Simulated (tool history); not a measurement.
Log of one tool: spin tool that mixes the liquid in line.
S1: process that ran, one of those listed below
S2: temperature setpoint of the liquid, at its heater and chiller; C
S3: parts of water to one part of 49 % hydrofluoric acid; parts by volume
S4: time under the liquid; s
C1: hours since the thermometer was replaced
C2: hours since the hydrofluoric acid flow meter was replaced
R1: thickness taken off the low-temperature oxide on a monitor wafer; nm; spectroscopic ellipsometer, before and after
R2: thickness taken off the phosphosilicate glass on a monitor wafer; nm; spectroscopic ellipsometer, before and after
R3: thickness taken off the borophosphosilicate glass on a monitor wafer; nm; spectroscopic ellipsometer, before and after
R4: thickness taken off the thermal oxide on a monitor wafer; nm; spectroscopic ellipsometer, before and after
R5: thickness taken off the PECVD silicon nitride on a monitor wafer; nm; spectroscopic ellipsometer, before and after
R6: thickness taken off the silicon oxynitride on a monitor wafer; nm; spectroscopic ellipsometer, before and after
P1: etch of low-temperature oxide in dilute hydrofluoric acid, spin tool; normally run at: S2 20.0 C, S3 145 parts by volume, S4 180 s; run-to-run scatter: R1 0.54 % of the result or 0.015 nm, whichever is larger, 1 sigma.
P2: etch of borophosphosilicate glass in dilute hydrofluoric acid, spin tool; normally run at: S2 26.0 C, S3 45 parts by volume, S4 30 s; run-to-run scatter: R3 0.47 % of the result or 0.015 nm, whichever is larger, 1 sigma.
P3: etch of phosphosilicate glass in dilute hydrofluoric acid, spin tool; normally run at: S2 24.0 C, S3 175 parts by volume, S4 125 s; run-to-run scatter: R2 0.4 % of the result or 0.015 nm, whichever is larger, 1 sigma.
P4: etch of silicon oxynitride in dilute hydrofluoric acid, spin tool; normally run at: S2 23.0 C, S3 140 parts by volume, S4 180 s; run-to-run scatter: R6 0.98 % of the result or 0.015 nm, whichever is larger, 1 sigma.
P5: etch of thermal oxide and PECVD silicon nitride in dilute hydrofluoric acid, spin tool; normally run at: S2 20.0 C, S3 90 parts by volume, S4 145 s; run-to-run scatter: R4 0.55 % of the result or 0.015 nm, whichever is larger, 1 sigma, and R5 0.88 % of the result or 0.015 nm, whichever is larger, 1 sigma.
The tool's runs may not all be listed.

run 1 hour=7.6 | S1=P1 S2=20.0 S3=145 S4=180 | C1=905.1 C2=230.6 | R1=10.6580
run 2 hour=13.7 | S1=P3 S2=18.0 S3=175 S4=125 | C1=911.2 C2=236.7 | R2=32.400
run 3 hour=23.5 | S1=P1 S2=26.0 S3=145 S4=180 | C1=921.0 C2=246.5 | R1=13.5290
run 4 hour=29.5 | S1=P2 S2=26.0 S3=45 S4=60 | C1=927.0 C2=252.5 | R3=87.478
run 5 hour=35.0 | S1=P1 S2=20.0 S3=50 S4=180 | C1=932.5 C2=258.0 | R1=34.5880
run 6 hour=41.2 | S1=P5 S2=20.0 S3=90 S4=260 | C1=938.7 C2=264.2 | R4=13.1880 R5=5.0850
run 7 hour=48.5 | S1=P5 S2=20.0 S3=35 S4=145 | C1=946.0 C2=271.5 | R4=20.2630 R5=7.0389
run 8 hour=57.3 | S1=P5 S2=25.5 S3=90 S4=145 | C1=954.8 C2=280.3 | R4=9.1566 R5=4.0608
-- hour=63.0 hydrofluoric acid flow meter replaced
run 9 hour=66.7 | S1=P3 S2=24.0 S3=175 S4=125 | C1=964.2 C2=3.7 | R2=40.622
run 10 hour=75.0 | S1=P3 S2=24.0 S3=175 S4=65 | C1=972.5 C2=12.0 | R2=21.361
run 11 hour=82.3 | S1=P4 S2=23.0 S3=140 S4=180 | C1=979.8 C2=19.3 | R6=2.3305
run 12 hour=92.6 | S1=P2 S2=26.0 S3=45 S4=30 | C1=990.1 C2=29.6 | R3=43.533
run 13 hour=99.4 | S1=P1 S2=20.0 S3=145 S4=180 | C1=996.9 C2=36.4 | R1=10.6350
run 14 hour=109.8 | S1=P2 S2=21.0 S3=45 S4=30 | C1=1007.3 C2=46.8 | R3=35.484
run 15 hour=119.6 | S1=P4 S2=23.0 S3=140 S4=180 | C1=1017.1 C2=56.6 | R6=2.2693
run 16 hour=127.2 | S1=P1 S2=20.0 S3=145 S4=265 | C1=1024.7 C2=64.2 | R1=15.6880
run 17 hour=134.4 | S1=P3 S2=24.0 S3=175 S4=125 | C1=1031.9 C2=71.4 | R2=40.708
run 18 hour=143.5 | S1=P1 S2=26.0 S3=70 S4=180 | C1=1041.0 C2=80.5 | R1=30.5270
run 19 hour=150.3 | S1=P4 S2=23.0 S3=140 S4=360 | C1=1047.8 C2=87.3 | R6=4.5328
run 20 hour=155.2 | S1=P1 S2=20.0 S3=145 S4=180 | C1=1052.7 C2=92.2 | R1=10.6100
run 21 hour=163.3 | S1=P1 S2=17.0 S3=145 S4=180 | C1=1060.8 C2=100.3 | R1=9.5250
run 22 hour=169.7 | S1=P1 S2=20.0 S3=145 S4=85 | C1=1067.2 C2=106.7 | R1=5.0089
run 23 hour=178.0 | S1=P5 S2=20.0 S3=90 S4=145 | C1=1075.5 C2=115.0 | R4=7.3943 R5=2.8524
run 24 hour=185.1 | S1=P1 S2=20.0 S3=145 S4=180 | C1=1082.6 C2=122.1 | R1=10.7530
run 25 hour=192.0 | S1=P3 S2=24.0 S3=45 S4=125 | C1=1089.5 C2=129.0 | R2=184.750
run 26 hour=197.4 | S1=P4 S2=30.5 S3=140 S4=180 | C1=1094.9 C2=134.4 | R6=3.2351
run 27 hour=208.1 | S1=P2 S2=26.0 S3=45 S4=30 | C1=1105.6 C2=145.1 | R3=43.440
run 28 hour=215.9 | S1=P4 S2=23.0 S3=35 S4=180 | C1=1113.4 C2=152.9 | R6=9.9684
run 29 hour=226.1 | S1=P2 S2=26.0 S3=75 S4=30 | C1=1123.6 C2=163.1 | R3=25.132
run 30 hour=234.5 | S1=P1 S2=20.0 S3=230 S4=180 | C1=1132.0 C2=171.5 | R1=6.1792

Run 31 comes next. What will it give?
run 31 hour=240.0 | S1=P1 S2=20.0 S3=145 S4=180 | C1=1137.5 C2=177.0 | R1=?

R1: 10.7230 nm
